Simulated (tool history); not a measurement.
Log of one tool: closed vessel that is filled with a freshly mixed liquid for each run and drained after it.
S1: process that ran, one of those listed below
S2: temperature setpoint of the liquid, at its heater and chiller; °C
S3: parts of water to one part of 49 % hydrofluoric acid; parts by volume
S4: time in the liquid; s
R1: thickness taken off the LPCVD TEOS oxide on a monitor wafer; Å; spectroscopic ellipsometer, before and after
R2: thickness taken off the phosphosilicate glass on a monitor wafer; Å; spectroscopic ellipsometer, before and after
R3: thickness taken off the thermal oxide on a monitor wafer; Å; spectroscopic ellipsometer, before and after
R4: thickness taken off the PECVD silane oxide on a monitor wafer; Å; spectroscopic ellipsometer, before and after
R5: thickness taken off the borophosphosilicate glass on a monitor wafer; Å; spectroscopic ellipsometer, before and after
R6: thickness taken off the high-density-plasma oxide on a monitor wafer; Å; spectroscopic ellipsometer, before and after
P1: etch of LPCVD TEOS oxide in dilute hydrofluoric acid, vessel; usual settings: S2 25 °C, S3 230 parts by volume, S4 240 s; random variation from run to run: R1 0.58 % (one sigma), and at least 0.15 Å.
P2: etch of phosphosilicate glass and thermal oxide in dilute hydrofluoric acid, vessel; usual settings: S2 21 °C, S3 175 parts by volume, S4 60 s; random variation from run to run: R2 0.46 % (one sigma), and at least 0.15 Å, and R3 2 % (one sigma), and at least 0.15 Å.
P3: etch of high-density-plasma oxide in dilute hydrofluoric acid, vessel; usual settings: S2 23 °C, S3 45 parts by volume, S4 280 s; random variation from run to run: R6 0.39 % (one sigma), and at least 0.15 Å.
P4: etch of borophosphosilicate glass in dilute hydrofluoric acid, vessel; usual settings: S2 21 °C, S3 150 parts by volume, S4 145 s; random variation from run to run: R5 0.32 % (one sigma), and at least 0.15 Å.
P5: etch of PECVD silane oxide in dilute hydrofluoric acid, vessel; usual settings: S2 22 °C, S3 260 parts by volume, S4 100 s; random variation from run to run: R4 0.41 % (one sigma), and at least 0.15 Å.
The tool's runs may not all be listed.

run,hour,S1,S2,S3,S4,R1,R2,R3,R4,R5,R6
1,3.3,P1,25,230,240,236.94,,,,,
2,6.9,P1,20.5,230,240,202.67,,,,,
3,11.7,P2,21,245,60,,242.25,8.3076,,,
4,16.6,P1,25,230,115,113.23,,,,,
5,22.9,P2,21,175,30,,180.68,6.5576,,,
6,25.8,P2,21,175,60,,361.35,13.026,,,
7,31.5,P1,25,230,240,238.95,,,,,
8,34.5,P1,25,230,240,236.13,,,,,
9,38.9,P2,29,175,60,,485.72,16.93,,,
10,44.4,P5,29.5,260,100,,,,194.92,,
11,48.1,P1,30,230,240,285.39,,,,,
12,51.7,P4,21,150,30,,,,,83.932,
13,56.4,P3,17,45,280,,,,,,424.01
14,59.8,P5,22,95,100,,,,490.64,,
15,63.3,P1,25,100,240,633.51,,,,,
16,69.4,P3,23,45,280,,,,,,550.33
17,75.8,P1,25,230,240,234.35,,,,,
18,79.1,P5,22,260,185,,,,276.95,,
19,85.1,P5,22,260,100,,,,150.82,,
20,89.2,P1,25,230,240,238.85,,,,,
21,92.2,P3,23,45,480,,,,,,949.95
22,98.4,P3,23,60,280,,,,,,403.86
23,104.3,P1,25,110,125,296.41,,,,,
24,109.7,P4,21,150,145,,,,,404.79,
25,115.3,P4,27.5,150,145,,,,,518.41,
26,120.6,P4,21,235,145,,,,,235.36,
27,126.4,P1,25,230,390,386.39,,,,,

The next listed run, before its measurement:
28,132.9,P1,25,325,345,?,,,,,

{"run 28": {"R1": 217.45}}
